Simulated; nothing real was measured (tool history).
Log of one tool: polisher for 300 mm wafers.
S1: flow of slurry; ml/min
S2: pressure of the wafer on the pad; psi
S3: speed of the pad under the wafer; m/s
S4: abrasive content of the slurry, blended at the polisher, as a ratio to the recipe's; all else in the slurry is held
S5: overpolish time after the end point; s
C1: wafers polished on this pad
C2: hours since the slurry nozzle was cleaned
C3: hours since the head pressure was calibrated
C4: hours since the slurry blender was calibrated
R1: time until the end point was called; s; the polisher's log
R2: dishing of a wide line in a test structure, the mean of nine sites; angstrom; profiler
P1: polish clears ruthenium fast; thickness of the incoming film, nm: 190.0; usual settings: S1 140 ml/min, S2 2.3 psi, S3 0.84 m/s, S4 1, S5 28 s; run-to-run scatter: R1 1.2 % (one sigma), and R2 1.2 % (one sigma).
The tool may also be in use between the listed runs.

{"run": 1, "hour": 8.5, "S1": 140, "S2": 2.3, "S3": 0.84, "S4": 1, "S5": 28, "C1": 418, "C2": 374, "C3": 472.6, "C4": 68.6, "R1": 56.282, "R2": 255.93}
{"run": 2, "hour": 14.5, "S1": 140, "S2": 1.8, "S3": 0.42, "S4": 1, "S5": 28, "C1": 460, "C2": 380, "C3": 478.6, "C4": 74.6, "R1": 143.35, "R2": 188.24}
{"run": 3, "hour": 20.4, "S1": 140, "S2": 2.3, "S3": 0.46, "S4": 1, "S5": 28, "C1": 502, "C2": 385.9, "C3": 484.5, "C4": 80.5, "R1": 101.24, "R2": 222.76}
{"run": 4, "hour": 25.2, "S1": 140, "S2": 2.3, "S3": 0.84, "S4": 0.55, "S5": 28, "C1": 536, "C2": 390.7, "C3": 489.3, "C4": 85.3, "R1": 78.725, "R2": 239.53}
{"run": 5, "hour": 30.1, "S1": 140, "S2": 2.3, "S3": 0.84, "S4": 1, "S5": 44, "C1": 570, "C2": 395.6, "C3": 494.2, "C4": 90.2, "R1": 56.019, "R2": 266.5}
{"run": 6, "hour": 36.8, "S1": 140, "S2": 2.3, "S3": 0.84, "S4": 1.4, "S5": 28, "C1": 618, "C2": 402.3, "C3": 500.9, "C4": 96.9, "R1": 48.369, "R2": 263.53}
{"run": 7, "hour": 41.2, "S1": 140, "S2": 3.6, "S3": 0.84, "S4": 1, "S5": 28, "C1": 649, "C2": 406.7, "C3": 505.3, "C4": 101.3, "R1": 36.057, "R2": 266.32}
{"run": 8, "hour": 50.1, "S1": 175, "S2": 2.3, "S3": 0.84, "S4": 1, "S5": 9, "C1": 711, "C2": 415.6, "C3": 514.2, "C4": 110.2, "R1": 54.858, "R2": 176.29}
{"run": 9, "hour": 58.5, "S1": 180, "S2": 2.3, "S3": 0.84, "S4": 1, "S5": 28, "C1": 771, "C2": 424, "C3": 522.6, "C4": 118.6, "R1": 52.565, "R2": 260.24}
{"run": 10, "hour": 67.5, "S1": 140, "S2": 2.3, "S3": 0.84, "S4": 1, "S5": 9, "C1": 834, "C2": 433, "C3": 531.6, "C4": 127.6, "R1": 58.176, "R2": 169.51}
{"run": 11, "hour": 72.8, "S1": 140, "S2": 2.3, "S3": 1.18, "S4": 1, "S5": 28, "C1": 871, "C2": 438.3, "C3": 536.9, "C4": 132.9, "R1": 40.097, "R2": 265.3}
{"run": 12, "hour": 77.3, "S1": 140, "S2": 2.3, "S3": 0.84, "S4": 1, "S5": 28, "C1": 903, "C2": 442.8, "C3": 541.4, "C4": 137.4, "R1": 57.629, "R2": 255.34}
{"run": 13, "hour": 84.1, "S1": 140, "S2": 2.3, "S3": 0.84, "S4": 1, "S5": 28, "C1": 951, "C2": 449.6, "C3": 548.2, "C4": 144.2, "R1": 56.53, "R2": 255.66}
{"run": 14, "hour": 90.3, "S1": 85, "S2": 2.3, "S3": 0.84, "S4": 1, "S5": 28, "C1": 995, "C2": 455.8, "C3": 554.4, "C4": 150.4, "R1": 61.785, "R2": 250.24}
{"run": 15, "hour": 96.7, "S1": 140, "S2": 2.3, "S3": 0.84, "S4": 1, "S5": 28, "C1": 1040, "C2": 462.2, "C3": 560.8, "C4": 156.8, "R1": 56.552, "R2": 251.07}
{"run": 16, "hour": 104.7, "S1": 140, "S2": 2.3, "S3": 0.84, "S4": 1, "S5": 28, "C1": 1096, "C2": 470.2, "C3": 568.8, "C4": 164.8, "R1": 56.928, "R2": 253.99}
{"run": 17, "hour": 109.6, "S1": 140, "S2": 1.4, "S3": 0.84, "S4": 1, "S5": 28, "C1": 1131, "C2": 475.1, "C3": 573.7, "C4": 169.7, "R1": 92.808, "R2": 229.74}
{"run": 18, "hour": 114.2, "S1": 140, "S2": 2.3, "S3": 0.84, "S4": 1, "S5": 28, "C1": 1163, "C2": 479.7, "C3": 578.3, "C4": 174.3, "R1": 56.597, "R2": 254.32}
{"run": 19, "hour": 118.6, "S1": 140, "S2": 2.3, "S3": 0.84, "S4": 1, "S5": 28, "C1": 1194, "C2": 484.1, "C3": 582.7, "C4": 178.7, "R1": 57.959, "R2": 251.72}
{"run": 20, "hour": 123.6, "S1": 140, "S2": 2.3, "S3": 0.84, "S4": 1, "S5": 28, "C1": 1229, "C2": 489.1, "C3": 587.7, "C4": 183.7, "R1": 60.539, "R2": 250.56}
{"run": 21, "hour": 128.2, "S1": 140, "S2": 2.3, "S3": 0.84, "S4": 1, "S5": 28, "C1": 1262, "C2": 493.7, "C3": 592.3, "C4": 188.3, "R1": 60.979, "R2": 255.95}
{"hour": 132.9, "done": "head pressure recalibrated"}
{"run": 22, "hour": 133.9, "S1": 140, "S2": 2.3, "S3": 0.84, "S4": 1, "S5": 28, "C1": 1302, "C2": 499.4, "C3": 1.1, "C4": 194, "R1": 60.916, "R2": 248.52}
{"run": 23, "hour": 138.8, "S1": 140, "S2": 2.3, "S3": 0.84, "S4": 1, "S5": 28, "C1": 1336, "C2": 504.3, "C3": 6, "C4": 198.9, "R1": 62.214, "R2": 250.4}
{"hour": 144.9, "done": "worn pad replaced by a new one"}
{"run": 24, "hour": 145.5, "S1": 140, "S2": 2.3, "S3": 0.84, "S4": 1, "S5": 28, "C1": 4, "C2": 511, "C3": 12.7, "C4": 205.6, "R1": 63.705, "R2": 250.12}
{"run": 25, "hour": 151.9, "S1": 140, "S2": 2.3, "S3": 0.84, "S4": 1, "S5": 28, "C1": 49, "C2": 517.4, "C3": 19.1, "C4": 212, "R1": 62.939, "R2": 253.66}
{"run": 26, "hour": 158.2, "S1": 140, "S2": 2.3, "S3": 0.84, "S4": 1, "S5": 28, "C1": 94, "C2": 523.7, "C3": 25.4, "C4": 218.3, "R1": 62.42, "R2": 246.65}

What P1 gives has crept away from where it was. These 2 causes fit the log equally well, each at the size given:
A: slurry flow missing at the pad, % = 39.2
B: abrasive missing from the slurry, % = 21.2
The creep began at about hour 114.2.
Why every other cause is out:
removal rate lost through wear of the pad, %: serviced at hour 144.9, which brought nothing back
head's pressure below its setpoint, %: serviced at hour 132.9, which brought nothing back

4 check runs are offered, each on 2 wafers whose results are averaged, their results left as question marks. Which one tells the causes apart?
{"run": "check 1", "hour": 164.5, "S1": 140, "S2": 2.3, "S3": 0.62, "S4": 1, "S5": 14, "R1": "?", "R2": "?"}
{"run": "check 2", "hour": 164.5, "S1": 85, "S2": 2.3, "S3": 0.84, "S4": 1, "S5": 41, "R1": "?", "R2": "?"}
{"run": "check 3", "hour": 164.5, "S1": 140, "S2": 3.1, "S3": 0.84, "S4": 1.35, "S5": 28, "R1": "?", "R2": "?"}
{"run": "check 4", "hour": 164.5, "S1": 140, "S2": 3.6, "S3": 0.84, "S4": 1, "S5": 38, "R1": "?", "R2": "?"}

What each check would give under each cause:
check=check_1 result=R1 if_A=85.86 if_B=85.846
check=check_1 result=R2 if_A=172.12 if_B=172.14
check=check_2 result=R1 if_A=75.662 if_B=71.151
check=check_2 result=R2 if_A=258.39 if_B=260.07
check=check_3 result=R1 if_A=41.478 if_B=40.746
check=check_3 result=R2 if_A=263.28 if_B=263.55
check=check_4 result=R1 if_A=40.488 if_B=40.481
check=check_4 result=R2 if_A=266.27 if_B=266.27
How far apart the two closest causes lie, in the result that separates them most: check 1 0.02 %; check 2 6.15 %; check 3 1.78 %; check 4 0.02 %
Only check 2 tells the causes apart: in the others they would give nearly the same result.

Then check 2 was run and gave: R1 75.275 s; R2 258.09 angstrom. Which cause is it?

It is A: slurry flow missing at the pad, %.

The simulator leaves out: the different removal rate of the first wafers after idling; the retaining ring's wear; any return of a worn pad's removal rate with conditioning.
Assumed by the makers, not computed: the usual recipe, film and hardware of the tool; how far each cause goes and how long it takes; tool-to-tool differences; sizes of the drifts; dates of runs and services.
